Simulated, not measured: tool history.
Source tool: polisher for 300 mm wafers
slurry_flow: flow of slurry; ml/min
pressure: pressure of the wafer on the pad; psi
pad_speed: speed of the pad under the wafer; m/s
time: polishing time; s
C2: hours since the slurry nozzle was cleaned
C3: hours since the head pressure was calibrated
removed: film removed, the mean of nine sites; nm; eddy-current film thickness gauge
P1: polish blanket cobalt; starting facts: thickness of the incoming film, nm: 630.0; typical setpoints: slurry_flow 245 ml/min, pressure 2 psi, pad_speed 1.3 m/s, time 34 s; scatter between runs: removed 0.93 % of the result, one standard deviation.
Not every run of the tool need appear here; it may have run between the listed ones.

Run 1, hour 9: slurry_flow 245 ml/min, pressure 2 psi, pad_speed 1.3 m/s, time 34 s; wafers polished on this pad 404; C2 156.4; C3 132.9. Result: removed 240.96 nm.
Run 2, hour 20.9: slurry_flow 245 ml/min, pressure 2.8 psi, pad_speed 1.3 m/s, time 34 s; wafers polished on this pad 580; C2 168.3; C3 144.8. Result: removed 340.39 nm.
Run 3, hour 30.2: slurry_flow 245 ml/min, pressure 2 psi, pad_speed 1.3 m/s, time 23 s; wafers polished on this pad 718; C2 177.6; C3 154.1. Result: removed 162.92 nm.
Run 4, hour 39.3: slurry_flow 245 ml/min, pressure 2 psi, pad_speed 0.78 m/s, time 34 s; wafers polished on this pad 853; C2 186.7; C3 163.2. Result: removed 144.99 nm.
Run 5, hour 49.1: slurry_flow 320 ml/min, pressure 2.6 psi, pad_speed 1.3 m/s, time 34 s; wafers polished on this pad 998; C2 196.5; C3 173. Result: removed 320.41 nm.
Run 6, hour 54.7: slurry_flow 245 ml/min, pressure 2 psi, pad_speed 1.72 m/s, time 34 s; wafers polished on this pad 1081; C2 202.1; C3 178.6. Result: removed 312.71 nm.
Run 7, hour 63.3: slurry_flow 245 ml/min, pressure 0.9 psi, pad_speed 1.3 m/s, time 34 s; wafers polished on this pad 1208; C2 210.7; C3 187.2. Result: removed 108.23 nm.
Run 8, hour 71.6: slurry_flow 330 ml/min, pressure 2 psi, pad_speed 1.3 m/s, time 42 s; wafers polished on this pad 1331; C2 219; C3 195.5. Result: removed 304.08 nm.
Run 9, hour 82.4: slurry_flow 245 ml/min, pressure 2 psi, pad_speed 1.3 m/s, time 49 s; wafers polished on this pad 1491; C2 229.8; C3 206.3. Result: removed 349.79 nm.
Run 10, hour 91: slurry_flow 345 ml/min, pressure 2 psi, pad_speed 1.3 m/s, time 34 s; wafers polished on this pad 1618; C2 238.4; C3 214.9. Result: removed 246.49 nm.
Run 11, hour 101.2: slurry_flow 245 ml/min, pressure 2 psi, pad_speed 1.3 m/s, time 34 s; wafers polished on this pad 1769; C2 248.6; C3 225.1. Result: removed 238.73 nm.
Run 12, hour 108.6: slurry_flow 245 ml/min, pressure 2 psi, pad_speed 1.3 m/s, time 34 s; wafers polished on this pad 1879; C2 256; C3 232.5. Result: removed 240.33 nm.
Run 13, hour 120.5: slurry_flow 145 ml/min, pressure 2 psi, pad_speed 1.3 m/s, time 34 s; wafers polished on this pad 2055; C2 267.9; C3 244.4. Result: removed 223.72 nm.
Run 14, hour 132: slurry_flow 245 ml/min, pressure 2 psi, pad_speed 1.3 m/s, time 34 s; wafers polished on this pad 2225; C2 279.4; C3 255.9. Result: removed 243.74 nm.
Run 15, hour 137.9: slurry_flow 355 ml/min, pressure 2 psi, pad_speed 1.86 m/s, time 34 s; wafers polished on this pad 2313; C2 285.3; C3 261.8. Result: removed 359.64 nm.
Run 16, hour 144.4: slurry_flow 245 ml/min, pressure 2 psi, pad_speed 1.3 m/s, time 34 s; wafers polished on this pad 2409; C2 291.8; C3 268.3. Result: removed 241.12 nm.
Run 17, hour 150.9: slurry_flow 245 ml/min, pressure 2 psi, pad_speed 1.3 m/s, time 34 s; wafers polished on this pad 2505; C2 298.3; C3 274.8. Result: removed 240.7 nm.
Run 18, hour 158.4: slurry_flow 245 ml/min, pressure 2 psi, pad_speed 1.3 m/s, time 34 s; wafers polished on this pad 2616; C2 305.8; C3 282.3. Result: removed 236.15 nm.
Run 19, hour 163.7: slurry_flow 245 ml/min, pressure 2 psi, pad_speed 1.3 m/s, time 34 s; wafers polished on this pad 2695; C2 311.1; C3 287.6. Result: removed 231.71 nm.
At hour 173.2: worn pad replaced by a new one.
Run 20, hour 175.1: slurry_flow 245 ml/min, pressure 2 psi, pad_speed 1.3 m/s, time 34 s; wafers polished on this pad 29; C2 322.5; C3 299. Result: removed 233.88 nm.
Run 21, hour 185: slurry_flow 245 ml/min, pressure 2 psi, pad_speed 1.3 m/s, time 34 s; wafers polished on this pad 175; C2 332.4; C3 308.9. Result: removed 232.15 nm.
Run 22, hour 194.6: slurry_flow 245 ml/min, pressure 2 psi, pad_speed 1.3 m/s, time 34 s; wafers polished on this pad 317; C2 342; C3 318.5. Result: removed 227.17 nm.
Run 23, hour 201: slurry_flow 245 ml/min, pressure 2 psi, pad_speed 1.3 m/s, time 34 s; wafers polished on this pad 412; C2 348.4; C3 324.9. Result: removed 227.44 nm.
Run 24, hour 208.2: slurry_flow 245 ml/min, pressure 2 psi, pad_speed 1.3 m/s, time 34 s; wafers polished on this pad 519; C2 355.6; C3 332.1. Result: removed 226.01 nm.
Run 25, hour 213.6: slurry_flow 245 ml/min, pressure 2 psi, pad_speed 1.3 m/s, time 34 s; wafers polished on this pad 599; C2 361; C3 337.5. Result: removed 229.27 nm.
Run 26, hour 222.6: slurry_flow 245 ml/min, pressure 2 psi, pad_speed 1.3 m/s, time 34 s; wafers polished on this pad 732; C2 370; C3 346.5. Result: removed 227.26 nm.

What P1 gives has crept away from where it was. These 2 causes fit the log equally well, each at the size given:
A: slurry flow missing at the pad, % = 34.9
B: head's pressure below its setpoint, % = 5.61
Onset of the creep was near hour 144.4.
Excluded causes, each with its reason:
removal rate lost through wear of the pad, %: serviced after onset, at hour 173.2, with no recovery of the prior output

Each of the check runs listed below is run on 5 wafers and reports their average, with the results left as question marks. Pick the one under which the possible causes would lead to clearly different results.
Run check 1, hour 231.6: slurry_flow 245 ml/min, pressure 2.7 psi, pad_speed 1.3 m/s, time 34 s. Result: removed ?.
Run check 2, hour 231.6: slurry_flow 145 ml/min, pressure 2 psi, pad_speed 1.3 m/s, time 34 s. Result: removed ?.
Run check 3, hour 231.6: slurry_flow 245 ml/min, pressure 1 psi, pad_speed 1.3 m/s, time 48 s. Result: removed ?.
Run check 4, hour 231.6: slurry_flow 245 ml/min, pressure 2 psi, pad_speed 0.78 m/s, time 34 s. Result: removed ?.

What each check would give under each cause:
  check   result    if A    if B
check 1  removed  307.89  307.91
check 2  removed  204.34   211.8
check 3  removed  160.99     161
check 4  removed  136.84  136.85
Distance between the nearest two causes, measured in the result of the check that separates them most: check 1 0.01 %; check 2 3.59 %; check 3 0.01 %; check 4 0.01 %
Only check 2 tells the causes apart: in the others they would give nearly the same result.

Then check 2 was run and gave: removed 205.05 nm. Which cause is it?

It is A: slurry flow missing at the pad, %.

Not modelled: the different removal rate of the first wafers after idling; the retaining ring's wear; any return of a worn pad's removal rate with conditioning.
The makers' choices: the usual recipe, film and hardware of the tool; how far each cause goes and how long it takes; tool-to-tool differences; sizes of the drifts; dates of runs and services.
